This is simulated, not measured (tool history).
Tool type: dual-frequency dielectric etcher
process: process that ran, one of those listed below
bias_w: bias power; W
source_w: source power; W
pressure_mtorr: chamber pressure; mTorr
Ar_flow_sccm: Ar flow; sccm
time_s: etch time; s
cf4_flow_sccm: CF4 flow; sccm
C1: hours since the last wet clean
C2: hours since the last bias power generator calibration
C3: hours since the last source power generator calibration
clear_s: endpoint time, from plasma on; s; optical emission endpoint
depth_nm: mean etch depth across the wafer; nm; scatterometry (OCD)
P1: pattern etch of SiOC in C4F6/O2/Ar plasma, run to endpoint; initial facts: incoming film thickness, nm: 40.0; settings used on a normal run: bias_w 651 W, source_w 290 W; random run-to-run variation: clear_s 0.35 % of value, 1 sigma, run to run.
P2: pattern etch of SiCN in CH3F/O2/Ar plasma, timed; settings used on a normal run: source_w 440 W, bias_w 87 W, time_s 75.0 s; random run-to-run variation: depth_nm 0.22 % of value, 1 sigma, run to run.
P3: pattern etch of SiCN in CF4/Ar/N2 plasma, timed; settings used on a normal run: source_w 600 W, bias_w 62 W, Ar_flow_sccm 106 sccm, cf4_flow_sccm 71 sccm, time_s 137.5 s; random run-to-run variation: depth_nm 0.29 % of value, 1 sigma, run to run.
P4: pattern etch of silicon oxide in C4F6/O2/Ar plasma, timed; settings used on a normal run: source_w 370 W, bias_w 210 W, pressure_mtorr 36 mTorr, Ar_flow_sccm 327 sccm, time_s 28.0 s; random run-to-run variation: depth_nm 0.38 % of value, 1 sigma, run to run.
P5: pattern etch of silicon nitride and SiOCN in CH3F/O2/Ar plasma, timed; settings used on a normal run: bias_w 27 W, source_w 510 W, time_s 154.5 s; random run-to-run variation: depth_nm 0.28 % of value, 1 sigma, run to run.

run 1 hour=14.9 | process=P1 bias_w=651 source_w=290 | C1=422.0 C2=1407.8 C3=1627.8 | clear_s=13.380
run 2 hour=27.0 | process=P4 bias_w=210 source_w=460 pressure_mtorr=36 Ar_flow_sccm=327 time_s=28.0 | C1=434.1 C2=1419.9 C3=1639.9 | depth_nm=95.208
run 3 hour=41.2 | process=P1 bias_w=651 source_w=370 | C1=448.3 C2=1434.1 C3=1654.1 | clear_s=12.270
run 4 hour=52.4 | process=P5 bias_w=27 source_w=510 time_s=154.5 | C1=459.5 C2=1445.3 C3=1665.3 | depth_nm=24.309
run 5 hour=69.4 | process=P4 bias_w=210 source_w=370 pressure_mtorr=36 Ar_flow_sccm=327 time_s=28.0 | C1=476.5 C2=1462.3 C3=1682.3 | depth_nm=87.631
run 6 hour=88.2 | process=P1 bias_w=812 source_w=290 | C1=495.3 C2=1481.1 C3=1701.1 | clear_s=12.223
run 7 hour=101.9 | process=P1 bias_w=651 source_w=290 | C1=509.0 C2=1494.8 C3=1714.8 | clear_s=13.374
run 8 hour=111.5 | process=P3 bias_w=62 source_w=600 Ar_flow_sccm=106 time_s=137.5 cf4_flow_sccm=71 | C1=518.6 C2=1504.4 C3=1724.4 | depth_nm=136.850
run 9 hour=130.5 | process=P5 bias_w=27 source_w=510 time_s=154.5 | C1=537.6 C2=1523.4 C3=1743.4 | depth_nm=24.317
run 10 hour=141.3 | process=P1 bias_w=651 source_w=290 | C1=548.4 C2=1534.2 C3=1754.2 | clear_s=13.324
run 11 hour=152.8 | process=P3 bias_w=62 source_w=600 Ar_flow_sccm=106 time_s=192.0 cf4_flow_sccm=71 | C1=559.9 C2=1545.7 C3=1765.7 | depth_nm=191.150
run 12 hour=165.7 | process=P4 bias_w=130 source_w=370 pressure_mtorr=36 Ar_flow_sccm=327 time_s=28.0 | C1=572.8 C2=1558.6 C3=1778.6 | depth_nm=75.720
run 13 hour=181.8 | process=P3 bias_w=46 source_w=600 Ar_flow_sccm=106 time_s=137.5 cf4_flow_sccm=71 | C1=588.9 C2=1574.7 C3=1794.7 | depth_nm=125.120
run 14 hour=197.4 | process=P1 bias_w=418 source_w=290 | C1=604.5 C2=1590.3 C3=1810.3 | clear_s=15.733
run 15 hour=209.0 | process=P1 bias_w=651 source_w=290 | C1=616.1 C2=1601.9 C3=1821.9 | clear_s=13.359
run 16 hour=224.5 | process=P1 bias_w=651 source_w=230 | C1=631.6 C2=1617.4 C3=1837.4 | clear_s=14.555
run 17 hour=235.3 | process=P1 bias_w=796 source_w=190 | C1=642.4 C2=1628.2 C3=1848.2 | clear_s=14.325
run 18 hour=246.3 | process=P2 bias_w=87 source_w=440 time_s=75.0 | C1=653.4 C2=1639.2 C3=1859.2 | depth_nm=31.803
run 19 hour=262.5 | process=P1 bias_w=651 source_w=290 | C1=669.6 C2=1655.4 C3=1875.4 | clear_s=13.436
run 20 hour=280.2 | process=P5 bias_w=27 source_w=370 time_s=154.5 | C1=687.3 C2=1673.1 C3=1893.1 | depth_nm=21.683
run 21 hour=296.9 | process=P3 bias_w=62 source_w=600 Ar_flow_sccm=106 time_s=137.5 cf4_flow_sccm=89 | C1=704.0 C2=1689.8 C3=1909.8 | depth_nm=142.950
run 22 hour=309.2 | process=P5 bias_w=38 source_w=510 time_s=154.5 | C1=716.3 C2=1702.1 C3=1922.1 | depth_nm=28.523
run 23 hour=324.0 | process=P3 bias_w=62 source_w=760 Ar_flow_sccm=106 time_s=137.5 cf4_flow_sccm=71 | C1=731.1 C2=1716.9 C3=1936.9 | depth_nm=169.340
run 24 hour=342.6 | process=P2 bias_w=117 source_w=440 time_s=75.0 | C1=749.7 C2=1735.5 C3=1955.5 | depth_nm=35.636
run 25 hour=357.2 | process=P2 bias_w=87 source_w=260 time_s=75.0 | C1=764.3 C2=1750.1 C3=1970.1 | depth_nm=26.283
run 26 hour=368.3 | process=P5 bias_w=27 source_w=510 time_s=189.0 | C1=775.4 C2=1761.2 C3=1981.2 | depth_nm=29.573
run 27 hour=383.7 | process=P2 bias_w=87 source_w=440 time_s=50.0 | C1=790.8 C2=1776.6 C3=1996.6 | depth_nm=21.186
run 28 hour=398.6 | process=P1 bias_w=651 source_w=290 | C1=805.7 C2=1791.5 C3=2011.5 | clear_s=13.301
run 29 hour=416.9 | process=P4 bias_w=210 source_w=370 pressure_mtorr=49 Ar_flow_sccm=327 time_s=28.0 | C1=824.0 C2=1809.8 C3=2029.8 | depth_nm=84.324
run 30 hour=436.2 | process=P2 bias_w=87 source_w=440 time_s=75.0 | C1=843.3 C2=1829.1 C3=2049.1 | depth_nm=31.834
-- hour=445.6 bias power generator calibrated
run 31 hour=448.9 | process=P4 bias_w=210 source_w=370 pressure_mtorr=36 Ar_flow_sccm=327 time_s=28.0 | C1=856.0 C2=3.4 C3=2061.8 | depth_nm=87.932
run 32 hour=459.0 | process=P3 bias_w=62 source_w=600 Ar_flow_sccm=79 time_s=137.5 cf4_flow_sccm=71 | C1=866.1 C2=13.5 C3=2071.9 | depth_nm=144.030
run 33 hour=468.7 | process=P4 bias_w=210 source_w=370 pressure_mtorr=36 Ar_flow_sccm=327 time_s=21.5 | C1=875.8 C2=23.2 C3=2081.6 | depth_nm=66.974
run 34 hour=487.4 | process=P4 bias_w=210 source_w=370 pressure_mtorr=36 Ar_flow_sccm=249 time_s=28.0 | C1=894.5 C2=41.9 C3=2100.3 | depth_nm=90.448
run 35 hour=501.9 | process=P1 bias_w=651 source_w=290 | C1=909.0 C2=56.4 C3=2114.8 | clear_s=13.303
run 36 hour=519.6 | process=P1 bias_w=868 source_w=210 | C1=926.7 C2=74.1 C3=2132.5 | clear_s=13.338
run 37 hour=537.4 | process=P1 bias_w=651 source_w=290 | C1=944.5 C2=91.9 C3=2150.3 | clear_s=13.380
run 38 hour=551.6 | process=P1 bias_w=651 source_w=290 | C1=958.7 C2=106.1 C3=2164.5 | clear_s=13.237
run 39 hour=566.6 | process=P1 bias_w=651 source_w=290 | C1=973.7 C2=121.1 C3=2179.5 | clear_s=13.258
run 40 hour=578.1 | process=P1 bias_w=651 source_w=290 | C1=985.2 C2=132.6 C3=2191.0 | clear_s=13.125
run 41 hour=590.4 | process=P1 bias_w=651 source_w=290 | C1=997.5 C2=144.9 C3=2203.3 | clear_s=13.170
-- hour=592.7 wet clean of the chamber
run 42 hour=600.9 | process=P1 bias_w=651 source_w=290 | C1=8.2 C2=155.4 C3=2213.8 | clear_s=13.196
run 43 hour=610.0 | process=P1 bias_w=651 source_w=290 | C1=17.3 C2=164.5 C3=2222.9 | clear_s=13.108
run 44 hour=629.0 | process=P1 bias_w=651 source_w=290 | C1=36.3 C2=183.5 C3=2241.9 | clear_s=13.151
run 45 hour=643.6 | process=P1 bias_w=651 source_w=290 | C1=50.9 C2=198.1 C3=2256.5 | clear_s=13.111

The output of P1 has drifted from where it used to be. Each of the 2 causes below, taken at the size shown beside it, accounts for the log equally well:
A: source power that arrives over what is set, % = 4.98
B: bias power that arrives over what is set, % = 4.59
The process output started creeping at around hour 537.4.
All other causes, with the reason each is excluded:
chamber walls in a state that raises the etch rate, %: was serviced at hour 592.7, once the creep was under way, yet the earlier output never came back

Of the 4 check runs listed below, each run on one wafer and each result written as a question mark, which would let you distinguish the listed causes because they would give clearly different results?
run check 1 hour=658.2 | process=P4 bias_w=210 source_w=370 pressure_mtorr=36 Ar_flow_sccm=327 time_s=28.0 | depth_nm=?
run check 2 hour=658.2 | process=P2 bias_w=87 source_w=440 time_s=75.0 | depth_nm=?
run check 3 hour=658.2 | process=P5 bias_w=27 source_w=510 time_s=154.5 | depth_nm=?
run check 4 hour=658.2 | process=P3 bias_w=62 source_w=600 Ar_flow_sccm=106 time_s=137.5 cf4_flow_sccm=71 | depth_nm=?

How each check would come out, cause by cause:
check=check_1 result=depth_nm if_A=89.325 if_B=88.973
check=check_2 result=depth_nm if_A=32.392 if_B=32.338
check=check_3 result=depth_nm if_A=24.694 if_B=24.789
check=check_4 result=depth_nm if_A=143.380 if_B=139.410
Per-check spread between the two closest causes, in the result where they differ most: check 1 0.39 %; check 2 0.17 %; check 3 0.38 %; check 4 2.8 %
Only in check 4 would the causes give clearly different results; in the remaining checks their results would be nearly the same.

Then check 4 was run and gave: depth_nm 143.170 nm. Which cause is it?

The cause is A: source power that arrives over what is set, %.

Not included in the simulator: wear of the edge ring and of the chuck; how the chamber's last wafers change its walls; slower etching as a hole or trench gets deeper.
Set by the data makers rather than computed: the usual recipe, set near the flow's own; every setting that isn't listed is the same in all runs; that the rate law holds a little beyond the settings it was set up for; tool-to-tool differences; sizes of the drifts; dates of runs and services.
